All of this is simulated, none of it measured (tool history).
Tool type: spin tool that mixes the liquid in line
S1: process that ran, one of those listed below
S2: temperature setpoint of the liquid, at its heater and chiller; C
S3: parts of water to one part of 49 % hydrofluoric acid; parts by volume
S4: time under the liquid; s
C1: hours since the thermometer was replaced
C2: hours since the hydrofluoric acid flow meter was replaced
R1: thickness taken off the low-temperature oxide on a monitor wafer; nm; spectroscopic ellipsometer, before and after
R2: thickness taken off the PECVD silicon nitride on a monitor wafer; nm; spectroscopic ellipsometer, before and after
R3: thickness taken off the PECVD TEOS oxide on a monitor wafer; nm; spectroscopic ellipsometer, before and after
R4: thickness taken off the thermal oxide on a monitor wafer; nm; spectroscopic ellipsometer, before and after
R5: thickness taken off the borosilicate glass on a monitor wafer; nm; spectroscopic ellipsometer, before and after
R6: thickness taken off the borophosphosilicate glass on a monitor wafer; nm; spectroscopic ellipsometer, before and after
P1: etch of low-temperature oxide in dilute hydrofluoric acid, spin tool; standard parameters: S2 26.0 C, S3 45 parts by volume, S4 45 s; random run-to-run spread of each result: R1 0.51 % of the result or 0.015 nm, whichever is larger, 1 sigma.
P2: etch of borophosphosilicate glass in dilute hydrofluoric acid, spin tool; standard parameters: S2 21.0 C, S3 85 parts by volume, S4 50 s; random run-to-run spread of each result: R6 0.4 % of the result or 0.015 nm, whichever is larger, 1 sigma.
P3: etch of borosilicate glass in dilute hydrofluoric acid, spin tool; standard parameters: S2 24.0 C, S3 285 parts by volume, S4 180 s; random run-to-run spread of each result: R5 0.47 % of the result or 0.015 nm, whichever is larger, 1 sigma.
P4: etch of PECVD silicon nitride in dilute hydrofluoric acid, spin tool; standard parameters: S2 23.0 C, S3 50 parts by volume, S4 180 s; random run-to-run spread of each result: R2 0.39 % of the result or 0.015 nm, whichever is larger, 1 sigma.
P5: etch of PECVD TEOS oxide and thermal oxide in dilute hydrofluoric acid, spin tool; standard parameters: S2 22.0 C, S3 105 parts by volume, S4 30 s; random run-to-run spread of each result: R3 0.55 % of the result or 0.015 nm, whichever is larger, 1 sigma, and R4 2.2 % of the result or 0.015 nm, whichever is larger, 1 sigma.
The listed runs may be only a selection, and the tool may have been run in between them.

run	day	S1	S2	S3	S4	C1	C2	R1	R2	R3	R4	R5	R6
1	0.392	P1	26.0	45	45	374.7	303.5	41.660					
2	0.654	P4	29.5	50	180	381.0	309.8		13.3150				
3	0.879	P1	26.0	70	45	386.4	315.2	25.869					
4	1.267	P4	23.0	20	180	395.7	324.5		20.9570				
5	1.517	P5	17.0	105	30	401.7	330.5			6.4146	1.02880		
6	1.742	P5	22.0	155	30	407.1	335.9			5.0396	0.87675		
7	1.996	P1	26.0	45	45	413.2	342.0	41.734					
8	2.333	P5	22.0	105	30	421.3	350.1			7.9218	1.33610		
9	2.704	P4	23.0	50	180	430.2	359.0		8.7083				
10	3.146	P1	31.0	45	45	440.8	369.6	50.784					
11	3.604	P1	26.0	45	45	451.8	380.6	41.773					
12	3.888	P3	24.0	285	290	458.6	387.4					23.929	
13	4.225	P1	21.5	45	45	466.7	395.5	34.551					
14	4.550	P4	23.0	50	180	474.5	403.3		8.6163				
# day 4.792: hydrofluoric acid flow meter replaced
15	4.862	P1	22.0	45	25	482.0	1.8	19.526					
16	5.250	P1	26.0	45	75	491.3	11.1	69.617					
17	5.746	P3	24.0	110	180	503.2	23.0					46.485	
18	5.988	P2	21.0	85	50	509.0	28.8						29.821
19	6.396	P1	26.0	45	45	518.8	38.6	41.460					
20	6.808	P3	17.0	285	180	528.7	48.5					11.517	
21	7.150	P1	26.0	30	45	536.9	56.7	63.709					
22	7.588	P1	26.0	45	45	547.4	67.2	41.285					
23	7.983	P4	23.0	50	85	556.9	76.7		4.0621				
24	8.225	P2	17.0	85	50	562.7	82.5						25.135
25	8.571	P1	26.0	45	20	571.0	90.8	18.375					
26	8.933	P3	24.0	285	180	579.7	99.5					14.856	
27	9.375	P1	26.0	45	45	590.3	110.1	41.684					
28	9.858	P1	20.0	45	85	601.9	121.7	60.418					
29	10.138	P1	26.0	45	45	608.6	128.4	41.544					
30	10.517	P5	22.0	105	30	617.7	137.5			7.8280	1.28400		
31	10.792	P2	21.0	30	50	624.3	144.1						90.539
32	11.275	P5	22.0	105	15	635.9	155.7			3.9550	0.62415		
33	11.538	P2	21.0	85	100	642.2	162.0						59.314
34	11.971	P1	26.0	45	45	652.6	172.4	41.424					
35	12.229	P1	26.0	45	45	658.8	178.6	39.958					
36	12.508	P1	26.0	45	45	665.5	185.3	39.105					
37	12.792	P1	26.0	45	45	672.3	192.1	38.715					
38	13.271	P1	26.0	45	45	683.8	203.6	38.156					

For run 39, what comes out?
39	13.688	P1	26.0	45	45	693.8	213.6	?					

For run 39 the tool returned R1 37.943 nm.
